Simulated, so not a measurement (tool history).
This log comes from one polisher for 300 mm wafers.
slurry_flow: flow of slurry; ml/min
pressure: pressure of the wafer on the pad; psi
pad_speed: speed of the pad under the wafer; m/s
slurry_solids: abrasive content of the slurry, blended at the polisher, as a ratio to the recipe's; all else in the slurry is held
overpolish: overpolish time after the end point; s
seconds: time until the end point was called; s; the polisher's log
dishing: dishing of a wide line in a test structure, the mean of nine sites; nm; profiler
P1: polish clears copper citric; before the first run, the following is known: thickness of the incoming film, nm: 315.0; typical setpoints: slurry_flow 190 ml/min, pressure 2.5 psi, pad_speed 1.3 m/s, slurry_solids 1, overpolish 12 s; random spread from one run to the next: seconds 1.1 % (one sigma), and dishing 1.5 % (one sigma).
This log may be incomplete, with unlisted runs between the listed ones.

| run | hour | slurry_flow | pressure | pad_speed | slurry_solids | overpolish | wafers polished on this pad | hours since the slurry nozzle was cleaned | hours since the head pressure was calibrated | hours since the slurry blender was calibrated | seconds | dishing |
|---|---|---|---|---|---|---|---|---|---|---|---|---|
| 1 | 14.1 | 190 | 2.5 | 1.3 | 1 | 12 | 523 | 217.1 | 337.3 | 180.8 | 117.64 | 23.525 |
| 2 | 28.9 | 190 | 3.6 | 1.3 | 1 | 12 | 636 | 231.9 | 352.1 | 195.6 | 84.038 | 33.053 |
| 3 | 48 | 190 | 3.8 | 1.3 | 1 | 21 | 781 | 251 | 371.2 | 214.7 | 78.992 | 54.494 |
| 4 | 58.1 | 190 | 2.5 | 1.3 | 1 | 12 | 858 | 261.1 | 381.3 | 224.8 | 118.57 | 23.372 |
| 5 | 75.9 | 190 | 1.1 | 1.3 | 1 | 12 | 994 | 278.9 | 399.1 | 242.6 | 263.7 | 10.994 |
| 6 | 85.3 | 190 | 2.5 | 1.3 | 0.7 | 12 | 1066 | 288.3 | 408.5 | 252 | 129.61 | 22.69 |
| 7 | 99 | 190 | 2.5 | 1.3 | 1 | 12 | 1170 | 302 | 422.2 | 265.7 | 121.44 | 23.882 |
| 8 | 118.2 | 190 | 2.5 | 1.3 | 1.45 | 12 | 1316 | 321.2 | 441.4 | 284.9 | 108.54 | 25.944 |
| 9 | 130.2 | 190 | 2.5 | 1.88 | 1 | 12 | 1408 | 333.2 | 453.4 | 296.9 | 84.151 | 32.861 |
|  | 131.2 | worn pad replaced by a new one |
| 10 | 148.8 | 190 | 2.5 | 0.6 | 1 | 12 | 134 | 351.8 | 472 | 315.5 | 254.66 | 11.966 |
|  | 159.1 | slurry nozzle cleaned |
| 11 | 163.5 | 190 | 2.5 | 1.3 | 1 | 21 | 246 | 4.4 | 486.7 | 330.2 | 122.2 | 37.09 |
| 12 | 179.4 | 190 | 2.5 | 1.3 | 1 | 12 | 368 | 20.3 | 502.6 | 346.1 | 118.45 | 23.201 |
| 13 | 195 | 190 | 2.5 | 1.3 | 1 | 12 | 486 | 35.9 | 518.2 | 361.7 | 119.38 | 23.735 |
| 14 | 205.4 | 275 | 2.5 | 1.3 | 1 | 12 | 566 | 46.3 | 528.6 | 372.1 | 115.62 | 23.867 |
| 15 | 220.7 | 115 | 2.5 | 1.3 | 1 | 12 | 682 | 61.6 | 543.9 | 387.4 | 131.76 | 21.848 |
| 16 | 230.2 | 190 | 2.5 | 1.3 | 1 | 4 | 755 | 71.1 | 553.4 | 396.9 | 121.12 | 8.3992 |
| 17 | 245.1 | 190 | 2.5 | 1.3 | 1 | 12 | 868 | 86 | 568.3 | 411.8 | 117.47 | 24.734 |
| 18 | 261.2 | 190 | 2.5 | 1.3 | 1 | 12 | 991 | 102.1 | 584.4 | 427.9 | 117.3 | 24.172 |
| 19 | 279.4 | 190 | 2.5 | 1.3 | 1 | 12 | 1130 | 120.3 | 602.6 | 446.1 | 121.53 | 22.733 |
| 20 | 290.1 | 190 | 2.5 | 1.3 | 1 | 12 | 1211 | 131 | 613.3 | 456.8 | 122.72 | 23.193 |
| 21 | 309 | 190 | 2.5 | 1.3 | 1 | 12 | 1355 | 149.9 | 632.2 | 475.7 | 125.72 | 22.472 |
| 22 | 323.7 | 190 | 2.5 | 1.3 | 1 | 12 | 1467 | 164.6 | 646.9 | 490.4 | 127.55 | 22.621 |
| 23 | 334.7 | 190 | 2.5 | 1.3 | 1 | 12 | 1551 | 175.6 | 657.9 | 501.4 | 126.65 | 23.227 |
| 24 | 353.1 | 190 | 2.5 | 1.3 | 1 | 12 | 1691 | 194 | 676.3 | 519.8 | 128.25 | 22.71 |
|  | 354.1 | head pressure recalibrated |
|  | 355.3 | worn pad replaced by a new one |
| 25 | 363.3 | 190 | 2.5 | 1.3 | 1 | 12 | 61 | 204.2 | 9.2 | 530 | 129.7 | 21.809 |
| 26 | 375.4 | 190 | 2.5 | 1.3 | 1 | 12 | 153 | 216.3 | 21.3 | 542.1 | 127.76 | 22.465 |
| 27 | 389.7 | 190 | 2.5 | 1.3 | 1 | 12 | 262 | 230.6 | 35.6 | 556.4 | 129.14 | 22.955 |
| 28 | 407.8 | 190 | 2.5 | 1.3 | 1 | 12 | 400 | 248.7 | 53.7 | 574.5 | 129.85 | 22.395 |
| 29 | 424 | 190 | 2.5 | 1.3 | 1 | 12 | 524 | 264.9 | 69.9 | 590.7 | 128.08 | 22.952 |

Compared with where it was, what P1 gives has crept away. Each cause listed below fits the log as well as the rest, at the size given for it:
A: abrasive missing from the slurry, % = 29.7
B: slurry flow missing at the pad, % = 34.9
Creep in the process output first set in at about hour 261.2.
All other causes, with the reason each is excluded:
removal rate lost through wear of the pad, %: serviced after onset, at hour 355.3, with no recovery of the prior output
head's pressure below its setpoint, %: serviced after onset, at hour 354.1, with no recovery of the prior output

Below are 4 check runs, each averaged over 5 wafers, with their results shown as question marks. Which of them would give clearly different results depending on which cause is behind the drift?
| check 1 | 440.2 | 115 | 2.5 | 1.3 | 1 | 12 |  |  |  |  | ? | ? |
| check 2 | 440.2 | 190 | 1.7 | 1.3 | 1 | 6 |  |  |  |  | ? | ? |
| check 3 | 440.2 | 190 | 1.6 | 1.3 | 1 | 12 |  |  |  |  | ? | ? |
| check 4 | 440.2 | 190 | 2.5 | 0.9 | 1.3 | 12 |  |  |  |  | ? | ? |

What every check run would give for each of its results, assuming each possible cause in turn:
| check | result | if A | if B |
|---|---|---|---|
| check 1 | seconds | 141.15 | 147.18 |
| check 1 | dishing | 20.539 | 19.783 |
| check 2 | seconds | 187.85 | 187.82 |
| check 2 | dishing | 8.1957 | 8.1966 |
| check 3 | seconds | 199.18 | 199.16 |
| check 3 | dishing | 14.777 | 14.779 |
| check 4 | seconds | 174.78 | 174.35 |
| check 4 | dishing | 16.943 | 16.982 |
Smallest distance between any two causes, each pair judged by its most separating result, in per cent: check 1 4.19 %; check 2 0.01 %; check 3 0.01 %; check 4 0.25 %
The other checks would show nearly matching results whichever cause is true, so check 1 is the only one that separates the causes.

Check 1 was then run and gave: seconds 140.19 s; dishing 20.29 nm. Which cause is it?

A is the cause: abrasive missing from the slurry, %.

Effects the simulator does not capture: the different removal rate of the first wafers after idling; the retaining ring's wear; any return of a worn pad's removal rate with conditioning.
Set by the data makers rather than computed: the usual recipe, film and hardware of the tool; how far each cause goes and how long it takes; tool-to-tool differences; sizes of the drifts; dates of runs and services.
